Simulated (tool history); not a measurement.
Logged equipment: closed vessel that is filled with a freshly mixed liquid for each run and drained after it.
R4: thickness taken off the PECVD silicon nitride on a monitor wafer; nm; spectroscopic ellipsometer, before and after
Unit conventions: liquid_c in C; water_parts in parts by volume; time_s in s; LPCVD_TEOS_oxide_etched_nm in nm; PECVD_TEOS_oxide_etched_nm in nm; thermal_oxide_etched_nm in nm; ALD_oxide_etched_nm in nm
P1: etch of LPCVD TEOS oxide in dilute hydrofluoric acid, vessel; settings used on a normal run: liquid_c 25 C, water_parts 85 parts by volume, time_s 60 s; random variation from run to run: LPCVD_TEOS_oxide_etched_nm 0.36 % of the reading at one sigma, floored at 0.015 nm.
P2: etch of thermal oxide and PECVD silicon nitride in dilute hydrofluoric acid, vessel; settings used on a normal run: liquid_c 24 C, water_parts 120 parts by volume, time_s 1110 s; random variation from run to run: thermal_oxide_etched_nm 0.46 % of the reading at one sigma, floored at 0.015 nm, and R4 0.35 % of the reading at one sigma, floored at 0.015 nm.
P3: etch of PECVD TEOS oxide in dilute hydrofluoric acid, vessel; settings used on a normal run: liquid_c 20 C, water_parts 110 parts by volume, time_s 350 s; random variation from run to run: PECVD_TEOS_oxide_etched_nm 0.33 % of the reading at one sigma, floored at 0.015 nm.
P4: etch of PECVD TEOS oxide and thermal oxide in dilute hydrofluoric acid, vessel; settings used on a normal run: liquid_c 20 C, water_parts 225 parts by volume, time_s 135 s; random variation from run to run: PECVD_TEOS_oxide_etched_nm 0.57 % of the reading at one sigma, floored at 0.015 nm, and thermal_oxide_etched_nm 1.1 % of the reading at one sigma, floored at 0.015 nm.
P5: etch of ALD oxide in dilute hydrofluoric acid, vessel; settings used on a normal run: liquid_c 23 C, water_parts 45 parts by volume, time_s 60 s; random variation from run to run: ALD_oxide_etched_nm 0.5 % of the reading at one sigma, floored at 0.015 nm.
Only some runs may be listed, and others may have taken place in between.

{"run": 1, "hour": 7.7, "process": "P1", "liquid_c": 25, "water_parts": 85, "time_s": 60, "LPCVD_TEOS_oxide_etched_nm": 20.837}
{"run": 2, "hour": 21.0, "process": "P1", "liquid_c": 31, "water_parts": 85, "time_s": 30, "LPCVD_TEOS_oxide_etched_nm": 13.088}
{"run": 3, "hour": 27.1, "process": "P4", "liquid_c": 20, "water_parts": 225, "time_s": 135, "PECVD_TEOS_oxide_etched_nm": 4.5497, "thermal_oxide_etched_nm": 2.0106}
{"run": 4, "hour": 37.0, "process": "P2", "liquid_c": 29, "water_parts": 120, "time_s": 1110, "thermal_oxide_etched_nm": 52.351, "R4": 28.11}
{"run": 5, "hour": 48.4, "process": "P1", "liquid_c": 25, "water_parts": 85, "time_s": 60, "LPCVD_TEOS_oxide_etched_nm": 20.596}
{"run": 6, "hour": 58.8, "process": "P3", "liquid_c": 20, "water_parts": 110, "time_s": 700, "PECVD_TEOS_oxide_etched_nm": 65.837}
{"run": 7, "hour": 66.8, "process": "P3", "liquid_c": 20, "water_parts": 190, "time_s": 350, "PECVD_TEOS_oxide_etched_nm": 17.364}
{"run": 8, "hour": 76.2, "process": "P5", "liquid_c": 23, "water_parts": 45, "time_s": 85, "ALD_oxide_etched_nm": 36.972}
{"run": 9, "hour": 87.7, "process": "P2", "liquid_c": 24, "water_parts": 120, "time_s": 1110, "thermal_oxide_etched_nm": 43.586, "R4": 20.3}
{"run": 10, "hour": 98.0, "process": "P5", "liquid_c": 23, "water_parts": 45, "time_s": 60, "ALD_oxide_etched_nm": 26.48}
{"run": 11, "hour": 104.2, "process": "P4", "liquid_c": 20, "water_parts": 225, "time_s": 225, "PECVD_TEOS_oxide_etched_nm": 7.5583, "thermal_oxide_etched_nm": 3.4303}
{"run": 12, "hour": 118.4, "process": "P1", "liquid_c": 32, "water_parts": 85, "time_s": 60, "LPCVD_TEOS_oxide_etched_nm": 27.171}
{"run": 13, "hour": 128.6, "process": "P5", "liquid_c": 23, "water_parts": 65, "time_s": 60, "ALD_oxide_etched_nm": 17.721}
{"run": 14, "hour": 140.0, "process": "P1", "liquid_c": 25, "water_parts": 85, "time_s": 60, "LPCVD_TEOS_oxide_etched_nm": 20.899}
{"run": 15, "hour": 147.9, "process": "P1", "liquid_c": 25, "water_parts": 30, "time_s": 60, "LPCVD_TEOS_oxide_etched_nm": 63.338}
{"run": 16, "hour": 154.5, "process": "P3", "liquid_c": 17, "water_parts": 110, "time_s": 350, "PECVD_TEOS_oxide_etched_nm": 29.078}
{"run": 17, "hour": 161.8, "process": "P1", "liquid_c": 18, "water_parts": 145, "time_s": 60, "LPCVD_TEOS_oxide_etched_nm": 8.5755}
{"run": 18, "hour": 175.5, "process": "P4", "liquid_c": 20, "water_parts": 125, "time_s": 135, "PECVD_TEOS_oxide_etched_nm": 8.9397, "thermal_oxide_etched_nm": 3.9969}
{"run": 19, "hour": 188.5, "process": "P5", "liquid_c": 29, "water_parts": 45, "time_s": 60, "ALD_oxide_etched_nm": 33.895}
{"run": 20, "hour": 197.8, "process": "P1", "liquid_c": 25, "water_parts": 85, "time_s": 30, "LPCVD_TEOS_oxide_etched_nm": 10.449}
{"hour": 204.2, "done": "thermometer replaced"}
{"run": 21, "hour": 204.9, "process": "P1", "liquid_c": 25, "water_parts": 85, "time_s": 85, "LPCVD_TEOS_oxide_etched_nm": 29.394}
{"run": 22, "hour": 213.8, "process": "P3", "liquid_c": 20, "water_parts": 110, "time_s": 350, "PECVD_TEOS_oxide_etched_nm": 32.91}
{"run": 23, "hour": 220.3, "process": "P1", "liquid_c": 25, "water_parts": 115, "time_s": 60, "LPCVD_TEOS_oxide_etched_nm": 14.842}
{"run": 24, "hour": 230.1, "process": "P2", "liquid_c": 24, "water_parts": 120, "time_s": 205, "thermal_oxide_etched_nm": 7.9251, "R4": 3.7653}
{"run": 25, "hour": 236.4, "process": "P4", "liquid_c": 17, "water_parts": 225, "time_s": 135, "PECVD_TEOS_oxide_etched_nm": 4.0206, "thermal_oxide_etched_nm": 1.7665}
{"run": 26, "hour": 244.8, "process": "P1", "liquid_c": 25, "water_parts": 85, "time_s": 60, "LPCVD_TEOS_oxide_etched_nm": 20.762}
{"run": 27, "hour": 255.1, "process": "P1", "liquid_c": 25, "water_parts": 85, "time_s": 60, "LPCVD_TEOS_oxide_etched_nm": 20.742}
{"run": 28, "hour": 262.9, "process": "P1", "liquid_c": 25, "water_parts": 85, "time_s": 60, "LPCVD_TEOS_oxide_etched_nm": 20.74}
{"run": 29, "hour": 273.3, "process": "P2", "liquid_c": 24, "water_parts": 185, "time_s": 1110, "thermal_oxide_etched_nm": 26.175, "R4": 13.328}
{"run": 30, "hour": 285.2, "process": "P1", "liquid_c": 20.5, "water_parts": 85, "time_s": 60, "LPCVD_TEOS_oxide_etched_nm": 17.181}
{"run": 31, "hour": 292.7, "process": "P5", "liquid_c": 23, "water_parts": 45, "time_s": 60, "ALD_oxide_etched_nm": 26.293}
{"run": 32, "hour": 302.5, "process": "P1", "liquid_c": 25, "water_parts": 85, "time_s": 60, "LPCVD_TEOS_oxide_etched_nm": 20.663}
{"run": 33, "hour": 311.7, "process": "P1", "liquid_c": 25, "water_parts": 85, "time_s": 60, "LPCVD_TEOS_oxide_etched_nm": 21.517}
{"run": 34, "hour": 324.7, "process": "P1", "liquid_c": 25, "water_parts": 85, "time_s": 60, "LPCVD_TEOS_oxide_etched_nm": 22.208}
{"run": 35, "hour": 332.3, "process": "P1", "liquid_c": 25, "water_parts": 85, "time_s": 60, "LPCVD_TEOS_oxide_etched_nm": 22.332}
{"run": 36, "hour": 338.6, "process": "P1", "liquid_c": 25, "water_parts": 85, "time_s": 60, "LPCVD_TEOS_oxide_etched_nm": 22.49}
{"run": 37, "hour": 347.5, "process": "P1", "liquid_c": 25, "water_parts": 85, "time_s": 60, "LPCVD_TEOS_oxide_etched_nm": 22.507}
{"run": 38, "hour": 356.1, "process": "P1", "liquid_c": 25, "water_parts": 85, "time_s": 60, "LPCVD_TEOS_oxide_etched_nm": 22.752}
{"run": 39, "hour": 363.0, "process": "P1", "liquid_c": 25, "water_parts": 85, "time_s": 60, "LPCVD_TEOS_oxide_etched_nm": 22.778}
{"run": 40, "hour": 375.3, "process": "P1", "liquid_c": 25, "water_parts": 85, "time_s": 60, "LPCVD_TEOS_oxide_etched_nm": 22.663}

What P1 gives has crept away from where it was. These 2 causes fit the log equally well, each at the size given:
A: hydrofluoric acid flow above the setpoint (%) = 8.3
B: liquid hotter than its thermometer reads (K) = 2.25
The creep began at about hour 302.5.

Below are 4 check runs, each on a single wafer, with their results shown as question marks. Which of them would tell the listed causes apart, meaning the causes would give clearly different results under it?
{"run": "check 1", "hour": 387.6, "process": "P2", "liquid_c": 24, "water_parts": 120, "time_s": 1110, "thermal_oxide_etched_nm": "?", "R4": "?"}
{"run": "check 2", "hour": 387.6, "process": "P5", "liquid_c": 23, "water_parts": 45, "time_s": 60, "ALD_oxide_etched_nm": "?"}
{"run": "check 3", "hour": 387.6, "process": "P4", "liquid_c": 20, "water_parts": 225, "time_s": 135, "PECVD_TEOS_oxide_etched_nm": "?", "thermal_oxide_etched_nm": "?"}
{"run": "check 4", "hour": 387.6, "process": "P3", "liquid_c": 20, "water_parts": 110, "time_s": 350, "PECVD_TEOS_oxide_etched_nm": "?"}

How each check would come out, cause by cause:
check=check_1 result=thermal_oxide_etched_nm if_A=47.421 if_B=47.237
check=check_1 result=R4 if_A=22.099 if_B=23.626
check=check_2 result=ALD_oxide_etched_nm if_A=28.659 if_B=28.907
check=check_3 result=PECVD_TEOS_oxide_etched_nm if_A=4.9817 if_B=4.9233
check=check_3 result=thermal_oxide_etched_nm if_A=2.2442 if_B=2.2179
check=check_4 result=PECVD_TEOS_oxide_etched_nm if_A=35.954 if_B=36.019
Distance between the nearest two causes, measured in the result of the check that separates them most: check 1 6.68 %; check 2 0.86 %; check 3 1.18 %; check 4 0.18 %
The other checks would show nearly matching results whichever cause is true, so check 1 is the only one that separates the causes.

Check 1 was then run and gave: thermal_oxide_etched_nm 47.331 nm; R4 23.473 nm. Which cause is it?

Of the candidate causes, it is B: liquid hotter than its thermometer reads (K).
